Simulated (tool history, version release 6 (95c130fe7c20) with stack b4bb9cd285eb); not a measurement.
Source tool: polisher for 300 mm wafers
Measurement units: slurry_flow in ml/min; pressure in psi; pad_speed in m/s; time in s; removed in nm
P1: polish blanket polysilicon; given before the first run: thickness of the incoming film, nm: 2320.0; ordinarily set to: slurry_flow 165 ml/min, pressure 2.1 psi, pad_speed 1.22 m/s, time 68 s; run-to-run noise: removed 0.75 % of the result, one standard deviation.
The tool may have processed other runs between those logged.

run	hour	slurry_flow	pressure	pad_speed	time	wafers polished on this pad	hours since the slurry nozzle was cleaned	hours since the head pressure was calibrated	removed
1	9.2	165	2.1	1.22	68	887	169.9	265.2	608.02
2	16.1	165	2.1	1.92	68	945	176.8	272.1	953.51
3	22.8	165	2.1	1.22	68	1000	183.5	278.8	602.69
4	30.5	250	2.1	1.22	68	1064	191.2	286.5	636.75
5	38.2	165	2.1	1.22	68	1128	198.9	294.2	597.95
6	50.8	165	2.1	1.22	68	1233	211.5	306.8	608.48
# hour 51.5: slurry nozzle cleaned
7	56.8	165	2.1	1.22	34	1283	5.3	312.8	301.67
8	70.4	165	2.1	0.58	68	1395	18.9	326.4	285.66
# hour 71.7: worn pad replaced by a new one
9	83.0	165	2.1	1.22	68	94	31.5	339.0	612.39
10	91.0	100	2.1	1.22	87	160	39.5	347.0	694.26
11	101.4	165	0.9	1.22	68	247	49.9	357.4	257.10
12	112.8	165	2.1	0.86	84	341	61.3	368.8	533.34
13	119.3	165	3.2	1.22	68	395	67.8	375.3	919.35
14	127.3	165	1.2	1.22	96	462	75.8	383.3	484.36
15	137.8	165	2.1	1.22	106	549	86.3	393.8	936.92
16	151.2	100	2.1	1.22	68	660	99.7	407.2	544.13
17	163.1	165	2.1	1.22	68	759	111.6	419.1	615.07
18	175.8	165	2.1	1.22	68	864	124.3	431.8	588.58
19	188.0	165	2.1	1.22	68	966	136.5	444.0	576.15
20	201.3	165	2.1	1.22	68	1076	149.8	457.3	580.24
21	214.1	165	2.1	1.22	68	1182	162.6	470.1	584.23
22	223.6	165	2.1	1.22	68	1261	172.1	479.6	564.23
# hour 231.1: worn pad replaced by a new one
23	232.8	165	2.1	1.22	68	14	181.3	488.8	571.64
24	240.5	165	2.1	1.22	68	78	189.0	496.5	568.34
25	246.7	165	2.1	1.22	68	130	195.2	502.7	569.08
26	260.2	165	2.1	1.22	68	242	208.7	516.2	568.52

P1 has crept away from where it was. The log is fitted equally well by each of these 2 causes, at the sizes shown:
A: head's pressure below its setpoint, % = 5.87
B: slurry flow missing at the pad, % = 27.9
Creep in the process output first set in at about hour 163.1.
Excluded causes, each with its reason:
removal rate lost through wear of the pad, %: serviced at hour 231.1, which brought nothing back

The list below offers 4 check runs, each averaging the results of 5 wafers, and shows each result as a question mark. For which of them would the listed causes give clearly different results?
check 1	273.7	165	2.1	1.70	105				?
check 2	273.7	165	1.1	1.22	101				?
check 3	273.7	110	3.2	1.22	68				?
check 4	273.7	165	2.1	1.82	106				?

Outcome of each check run for each possible cause:
check	result	if A	if B
check 1	removed	1231.30	1231.30
check 2	removed	445.24	445.24
check 3	removed	806.74	785.71
check 4	removed	1330.80	1330.80
Smallest distance between any two causes, each pair judged by its most separating result, in per cent: check 1 0 %; check 2 0 %; check 3 2.64 %; check 4 0 %
Check 3 is the one run that separates the causes; every other check would come out nearly the same whichever cause is at work.

After running check 3, the following was obtained: removed 807.92 nm. Which cause does this point to?

The cause is A: head's pressure below its setpoint, %.

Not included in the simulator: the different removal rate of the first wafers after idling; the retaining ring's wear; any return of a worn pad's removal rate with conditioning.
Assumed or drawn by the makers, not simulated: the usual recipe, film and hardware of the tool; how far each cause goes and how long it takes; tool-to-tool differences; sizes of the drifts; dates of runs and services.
